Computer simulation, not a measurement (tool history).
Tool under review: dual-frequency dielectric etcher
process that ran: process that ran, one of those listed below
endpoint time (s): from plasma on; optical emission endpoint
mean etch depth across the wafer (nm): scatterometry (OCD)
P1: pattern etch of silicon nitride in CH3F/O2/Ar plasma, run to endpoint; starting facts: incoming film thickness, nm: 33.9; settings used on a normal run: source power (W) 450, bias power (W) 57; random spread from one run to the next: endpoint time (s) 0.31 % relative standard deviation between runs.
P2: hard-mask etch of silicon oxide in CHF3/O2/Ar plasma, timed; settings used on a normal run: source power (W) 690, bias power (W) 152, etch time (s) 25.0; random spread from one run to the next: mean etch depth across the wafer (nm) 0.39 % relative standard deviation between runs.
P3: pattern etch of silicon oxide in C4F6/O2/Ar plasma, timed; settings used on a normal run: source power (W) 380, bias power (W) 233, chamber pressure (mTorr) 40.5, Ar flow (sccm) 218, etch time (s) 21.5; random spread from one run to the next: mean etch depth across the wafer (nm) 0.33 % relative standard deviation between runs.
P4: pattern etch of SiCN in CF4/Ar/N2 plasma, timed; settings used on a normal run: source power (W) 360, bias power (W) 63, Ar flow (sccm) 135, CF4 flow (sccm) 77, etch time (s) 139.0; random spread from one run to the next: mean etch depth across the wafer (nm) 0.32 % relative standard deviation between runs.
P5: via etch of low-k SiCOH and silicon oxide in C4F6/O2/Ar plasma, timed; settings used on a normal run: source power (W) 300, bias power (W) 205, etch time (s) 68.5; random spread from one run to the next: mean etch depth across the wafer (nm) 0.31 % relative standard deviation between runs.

run,hour,process that ran,source power (W),bias power (W),Ar flow (sccm),CF4 flow (sccm),etch time (s),chamber pressure (mTorr),endpoint time (s),mean etch depth across the wafer (nm)
1,6.8,P1,450,57,,,,,51.368,
2,18.5,P1,450,77,,,,,46.711,
3,25.0,P4,360,63,135,77,139.0,,,92.035
4,33.2,P1,450,57,,,,,51.411,
# hour 40.6: wet clean of the chamber
5,43.1,P1,450,57,,,,,51.332,
6,50.2,P2,690,106,,,25.0,,,44.201
7,58.1,P4,360,63,135,77,139.0,,,92.652
# hour 63.5: source power generator calibrated
8,69.2,P1,290,41,,,,,67.863,
9,80.7,P5,410,205,,,68.5,,,187.450
10,90.8,P1,610,72,,,,,42.447,
11,98.3,P5,300,205,,,68.5,,,166.360
12,106.6,P1,560,57,,,,,47.255,
13,117.7,P1,450,57,,,,,51.445,
14,125.9,P5,300,205,,,68.5,,,166.380
15,131.0,P2,950,152,,,25.0,,,55.166
16,137.7,P2,690,152,,,14.5,,,28.166
17,147.7,P5,300,149,,,68.5,,,150.290
18,155.2,P4,360,63,135,77,96.5,,,64.015
19,164.8,P4,480,63,135,77,139.0,,,118.400
20,175.9,P1,450,57,,,,,51.563,
21,183.5,P4,360,50,135,77,139.0,,,85.352
22,192.9,P3,380,233,218,,26.5,40.5,,87.059
23,198.0,P3,380,233,218,,21.5,40.5,,70.381
24,207.8,P2,690,152,,,25.0,,,48.675
25,215.3,P5,300,205,,,44.5,,,108.030
26,221.2,P3,300,233,218,,21.5,40.5,,64.405
27,226.4,P1,450,43,,,,,56.166,
28,234.9,P1,270,57,,,,,62.764,
# hour 237.5: bias power generator calibrated
29,240.1,P1,450,57,,,,,51.325,
30,249.9,P3,380,326,218,,21.5,40.5,,79.116
31,258.0,P4,360,63,79,77,139.0,,,100.370
32,268.8,P1,450,57,,,,,51.559,
33,274.8,P4,360,63,135,91,139.0,,,95.104
34,284.3,P3,380,233,299,,21.5,40.5,,68.146
35,291.9,P3,380,233,218,,21.5,27.5,,73.952
36,303.1,P1,550,79,,,,,42.889,
37,314.8,P1,450,57,,,,,51.400,
38,320.2,P1,450,57,,,,,51.779,
39,329.7,P1,450,57,,,,,51.930,
40,338.2,P1,450,57,,,,,52.162,
41,346.8,P1,450,57,,,,,52.211,
# hour 357.0: wet clean of the chamber
42,357.7,P1,450,57,,,,,52.484,
43,365.3,P1,450,57,,,,,52.042,
44,373.9,P1,450,57,,,,,52.294,
45,381.3,P1,450,57,,,,,52.370,

P1 no longer gives what it gave before; its output has crept away from where it was. The following 2 causes, each at its listed size, fit the log equally well:
A: source power that arrives under what is set, % = 3.91
B: bias power that arrives under what is set, % = 4.73
The creep began at about hour 314.8.
Each remaining cause and why it is not a fit:
chamber walls in a state that lowers the etch rate, %: serviced at hour 357.0, after the change had begun; the process did not return to its earlier output

Which of the check runs below tells the causes apart, meaning the causes would give it clearly different results? Each run uses 2 wafers whose results are averaged, and each result is shown as a question mark.
check 1,388.7,P3,380,233,263,,21.5,40.5,,?
check 2,388.7,P2,920,152,,,25.0,,,?
check 3,388.7,P5,380,205,,,57.0,,,?
check 4,388.7,P4,360,51,89,77,139.0,,,?

Expected result of each check under each candidate cause:
check,result,if A,if B
check 1,mean etch depth across the wafer (nm),67.996,67.939
check 2,mean etch depth across the wafer (nm),54.018,54.042
check 3,mean etch depth across the wafer (nm),148.950,148.900
check 4,mean etch depth across the wafer (nm),88.724,90.536
Per check, the gap between the least separated pair of causes, taken in the result that splits them most: check 1 0.08 %; check 2 0.04 %; check 3 0.03 %; check 4 2.02 %
Only check 4 tells the causes apart: in the others they would give nearly the same result.

The results of check 4 are: mean etch depth across the wafer (nm) 90.707. Based on these, which of the listed causes is it?

B is the cause: bias power that arrives under what is set, %.
